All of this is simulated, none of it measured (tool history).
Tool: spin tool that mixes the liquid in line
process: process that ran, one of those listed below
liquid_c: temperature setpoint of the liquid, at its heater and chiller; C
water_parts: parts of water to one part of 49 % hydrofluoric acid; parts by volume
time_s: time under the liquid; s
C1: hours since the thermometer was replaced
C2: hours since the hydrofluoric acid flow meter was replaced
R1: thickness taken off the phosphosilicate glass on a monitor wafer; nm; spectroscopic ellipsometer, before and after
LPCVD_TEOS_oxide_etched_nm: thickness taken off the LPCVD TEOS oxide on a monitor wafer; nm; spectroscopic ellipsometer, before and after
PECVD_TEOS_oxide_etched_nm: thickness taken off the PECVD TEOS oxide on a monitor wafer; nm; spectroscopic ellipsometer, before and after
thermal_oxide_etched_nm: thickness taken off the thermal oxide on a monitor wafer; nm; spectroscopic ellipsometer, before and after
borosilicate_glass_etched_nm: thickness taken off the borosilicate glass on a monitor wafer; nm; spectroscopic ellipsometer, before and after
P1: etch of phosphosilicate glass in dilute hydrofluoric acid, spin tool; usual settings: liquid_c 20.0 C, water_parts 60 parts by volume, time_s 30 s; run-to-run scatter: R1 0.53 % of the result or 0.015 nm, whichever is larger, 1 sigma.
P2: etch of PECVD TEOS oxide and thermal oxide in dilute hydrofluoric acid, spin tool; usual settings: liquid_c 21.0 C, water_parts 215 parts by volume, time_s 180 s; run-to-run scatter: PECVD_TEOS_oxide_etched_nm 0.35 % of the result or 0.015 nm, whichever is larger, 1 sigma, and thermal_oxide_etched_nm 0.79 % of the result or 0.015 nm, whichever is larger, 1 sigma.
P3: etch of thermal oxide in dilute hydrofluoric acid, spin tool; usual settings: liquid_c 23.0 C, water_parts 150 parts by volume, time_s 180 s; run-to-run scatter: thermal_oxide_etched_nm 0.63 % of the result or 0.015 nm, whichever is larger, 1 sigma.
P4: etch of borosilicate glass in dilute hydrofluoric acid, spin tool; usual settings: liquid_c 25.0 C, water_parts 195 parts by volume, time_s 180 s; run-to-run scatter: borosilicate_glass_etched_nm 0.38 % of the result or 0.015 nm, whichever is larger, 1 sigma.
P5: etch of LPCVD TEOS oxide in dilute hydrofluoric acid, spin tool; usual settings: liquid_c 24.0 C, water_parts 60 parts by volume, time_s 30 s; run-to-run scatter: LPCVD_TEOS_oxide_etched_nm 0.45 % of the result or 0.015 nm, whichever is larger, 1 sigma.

{"run": 1, "hour": 8.7, "process": "P1", "liquid_c": 20.0, "water_parts": 60, "time_s": 30, "C1": 345.4, "C2": 602.7, "R1": 47.788}
{"run": 2, "hour": 14.5, "process": "P5", "liquid_c": 24.0, "water_parts": 60, "time_s": 30, "C1": 351.2, "C2": 608.5, "LPCVD_TEOS_oxide_etched_nm": 30.048}
{"run": 3, "hour": 25.3, "process": "P2", "liquid_c": 17.0, "water_parts": 215, "time_s": 180, "C1": 362.0, "C2": 619.3, "PECVD_TEOS_oxide_etched_nm": 11.377, "thermal_oxide_etched_nm": 2.6735}
{"run": 4, "hour": 30.9, "process": "P4", "liquid_c": 30.5, "water_parts": 195, "time_s": 180, "C1": 367.6, "C2": 624.9, "borosilicate_glass_etched_nm": 18.798}
{"run": 5, "hour": 43.5, "process": "P5", "liquid_c": 24.0, "water_parts": 20, "time_s": 30, "C1": 380.2, "C2": 637.5, "LPCVD_TEOS_oxide_etched_nm": 96.121}
{"run": 6, "hour": 51.7, "process": "P1", "liquid_c": 20.0, "water_parts": 60, "time_s": 15, "C1": 388.4, "C2": 645.7, "R1": 23.783}
{"run": 7, "hour": 60.3, "process": "P1", "liquid_c": 20.0, "water_parts": 30, "time_s": 30, "C1": 397.0, "C2": 654.3, "R1": 98.222}
{"run": 8, "hour": 65.9, "process": "P1", "liquid_c": 20.0, "water_parts": 60, "time_s": 30, "C1": 402.6, "C2": 659.9, "R1": 47.78}
{"run": 9, "hour": 76.6, "process": "P5", "liquid_c": 17.0, "water_parts": 60, "time_s": 30, "C1": 413.3, "C2": 670.6, "LPCVD_TEOS_oxide_etched_nm": 22.432}
{"run": 10, "hour": 86.6, "process": "P3", "liquid_c": 23.0, "water_parts": 265, "time_s": 180, "C1": 423.3, "C2": 680.6, "thermal_oxide_etched_nm": 2.5417}
{"run": 11, "hour": 93.1, "process": "P1", "liquid_c": 20.0, "water_parts": 90, "time_s": 15, "C1": 429.8, "C2": 687.1, "R1": 15.309}
{"run": 12, "hour": 98.6, "process": "P5", "liquid_c": 24.0, "water_parts": 60, "time_s": 60, "C1": 435.3, "C2": 692.6, "LPCVD_TEOS_oxide_etched_nm": 59.98}
{"run": 13, "hour": 106.0, "process": "P1", "liquid_c": 20.0, "water_parts": 90, "time_s": 55, "C1": 442.7, "C2": 700.0, "R1": 55.818}
{"run": 14, "hour": 117.6, "process": "P1", "liquid_c": 20.0, "water_parts": 60, "time_s": 30, "C1": 454.3, "C2": 711.6, "R1": 47.382}
{"run": 15, "hour": 126.7, "process": "P1", "liquid_c": 17.0, "water_parts": 60, "time_s": 30, "C1": 463.4, "C2": 720.7, "R1": 41.876}
{"run": 16, "hour": 139.0, "process": "P1", "liquid_c": 24.0, "water_parts": 60, "time_s": 30, "C1": 475.7, "C2": 733.0, "R1": 57.163}
{"run": 17, "hour": 148.2, "process": "P1", "liquid_c": 20.0, "water_parts": 60, "time_s": 50, "C1": 484.9, "C2": 742.2, "R1": 79.144}
{"run": 18, "hour": 155.1, "process": "P4", "liquid_c": 25.0, "water_parts": 195, "time_s": 90, "C1": 491.8, "C2": 749.1, "borosilicate_glass_etched_nm": 7.6502}
{"run": 19, "hour": 165.1, "process": "P4", "liquid_c": 25.0, "water_parts": 30, "time_s": 180, "C1": 501.8, "C2": 759.1, "borosilicate_glass_etched_nm": 122.34}
{"run": 20, "hour": 174.7, "process": "P3", "liquid_c": 17.0, "water_parts": 150, "time_s": 180, "C1": 511.4, "C2": 768.7, "thermal_oxide_etched_nm": 3.9902}
{"run": 21, "hour": 185.5, "process": "P3", "liquid_c": 23.0, "water_parts": 150, "time_s": 355, "C1": 522.2, "C2": 779.5, "thermal_oxide_etched_nm": 10.035}
{"run": 22, "hour": 191.7, "process": "P1", "liquid_c": 20.0, "water_parts": 60, "time_s": 30, "C1": 528.4, "C2": 785.7, "R1": 47.369}
{"run": 23, "hour": 199.9, "process": "P4", "liquid_c": 25.0, "water_parts": 195, "time_s": 180, "C1": 536.6, "C2": 793.9, "borosilicate_glass_etched_nm": 15.445}
{"run": 24, "hour": 208.1, "process": "P2", "liquid_c": 21.0, "water_parts": 375, "time_s": 180, "C1": 544.8, "C2": 802.1, "PECVD_TEOS_oxide_etched_nm": 6.6206, "thermal_oxide_etched_nm": 1.5567}
{"run": 25, "hour": 214.7, "process": "P2", "liquid_c": 21.0, "water_parts": 215, "time_s": 345, "C1": 551.4, "C2": 808.7, "PECVD_TEOS_oxide_etched_nm": 25.51, "thermal_oxide_etched_nm": 6.1273}
{"run": 26, "hour": 221.3, "process": "P1", "liquid_c": 20.0, "water_parts": 60, "time_s": 30, "C1": 558.0, "C2": 815.3, "R1": 47.72}
{"run": 27, "hour": 227.5, "process": "P1", "liquid_c": 20.0, "water_parts": 105, "time_s": 30, "C1": 564.2, "C2": 821.5, "R1": 25.773}
{"run": 28, "hour": 237.3, "process": "P4", "liquid_c": 25.0, "water_parts": 195, "time_s": 180, "C1": 574.0, "C2": 831.3, "borosilicate_glass_etched_nm": 15.506}
{"run": 29, "hour": 246.2, "process": "P2", "liquid_c": 21.0, "water_parts": 215, "time_s": 180, "C1": 582.9, "C2": 840.2, "PECVD_TEOS_oxide_etched_nm": 13.364, "thermal_oxide_etched_nm": 3.151}
{"run": 30, "hour": 257.9, "process": "P3", "liquid_c": 23.0, "water_parts": 150, "time_s": 180, "C1": 594.6, "C2": 851.9, "thermal_oxide_etched_nm": 5.0695}
{"run": 31, "hour": 269.4, "process": "P1", "liquid_c": 20.0, "water_parts": 60, "time_s": 30, "C1": 606.1, "C2": 863.4, "R1": 47.794}
{"run": 32, "hour": 276.9, "process": "P1", "liquid_c": 20.0, "water_parts": 60, "time_s": 30, "C1": 613.6, "C2": 870.9, "R1": 47.61}
{"run": 33, "hour": 285.4, "process": "P1", "liquid_c": 20.0, "water_parts": 60, "time_s": 30, "C1": 622.1, "C2": 879.4, "R1": 48.878}
{"run": 34, "hour": 293.2, "process": "P1", "liquid_c": 20.0, "water_parts": 60, "time_s": 30, "C1": 629.9, "C2": 887.2, "R1": 51.034}
{"run": 35, "hour": 303.1, "process": "P1", "liquid_c": 20.0, "water_parts": 60, "time_s": 30, "C1": 639.8, "C2": 897.1, "R1": 51.411}
{"run": 36, "hour": 314.4, "process": "P1", "liquid_c": 20.0, "water_parts": 60, "time_s": 30, "C1": 651.1, "C2": 908.4, "R1": 52.104}
{"run": 37, "hour": 321.9, "process": "P1", "liquid_c": 20.0, "water_parts": 60, "time_s": 30, "C1": 658.6, "C2": 915.9, "R1": 52.19}
{"run": 38, "hour": 331.3, "process": "P1", "liquid_c": 20.0, "water_parts": 60, "time_s": 30, "C1": 668.0, "C2": 925.3, "R1": 52.402}
{"run": 39, "hour": 338.1, "process": "P1", "liquid_c": 20.0, "water_parts": 60, "time_s": 30, "C1": 674.8, "C2": 932.1, "R1": 52.603}
{"run": 40, "hour": 346.2, "process": "P1", "liquid_c": 20.0, "water_parts": 60, "time_s": 30, "C1": 682.9, "C2": 940.2, "R1": 53.066}

What P1 gives has crept away from where it was. These 2 causes fit the log equally well, each at the size given:
A: liquid hotter than its thermometer reads (K) = 2.28
B: hydrofluoric acid flow above the setpoint (%) = 9.32
The creep began at about hour 276.9.

4 check runs are offered, one wafer each, their results left as question marks. Which one tells the causes apart?
{"run": "check 1", "hour": 354.3, "process": "P5", "liquid_c": 17.0, "water_parts": 60, "time_s": 50, "LPCVD_TEOS_oxide_etched_nm": "?"}
{"run": "check 2", "hour": 354.3, "process": "P2", "liquid_c": 21.0, "water_parts": 375, "time_s": 345, "PECVD_TEOS_oxide_etched_nm": "?", "thermal_oxide_etched_nm": "?"}
{"run": "check 3", "hour": 354.3, "process": "P4", "liquid_c": 25.0, "water_parts": 35, "time_s": 180, "borosilicate_glass_etched_nm": "?"}
{"run": "check 4", "hour": 354.3, "process": "P3", "liquid_c": 18.5, "water_parts": 150, "time_s": 180, "thermal_oxide_etched_nm": "?"}

What each check would give under each cause:
check=check_1 result=LPCVD_TEOS_oxide_etched_nm if_A=41.308 if_B=41.194
check=check_2 result=PECVD_TEOS_oxide_etched_nm if_A=13.6780 if_B=14.2230
check=check_2 result=thermal_oxide_etched_nm if_A=3.2171 if_B=3.3453
check=check_3 result=borosilicate_glass_etched_nm if_A=115.1100 if_B=115.0700
check=check_4 result=thermal_oxide_etched_nm if_A=4.6602 if_B=4.7118
How far apart the two closest causes lie, in the result that separates them most: check 1 0.28 %; check 2 3.91 %; check 3 0.04 %; check 4 1.1 %
Only check 2 tells the causes apart: in the others they would give nearly the same result.

Then check 2 was run and gave: PECVD_TEOS_oxide_etched_nm 13.6800 nm; thermal_oxide_etched_nm 3.1925 nm. Which cause is it?

It is A: liquid hotter than its thermometer reads (K).
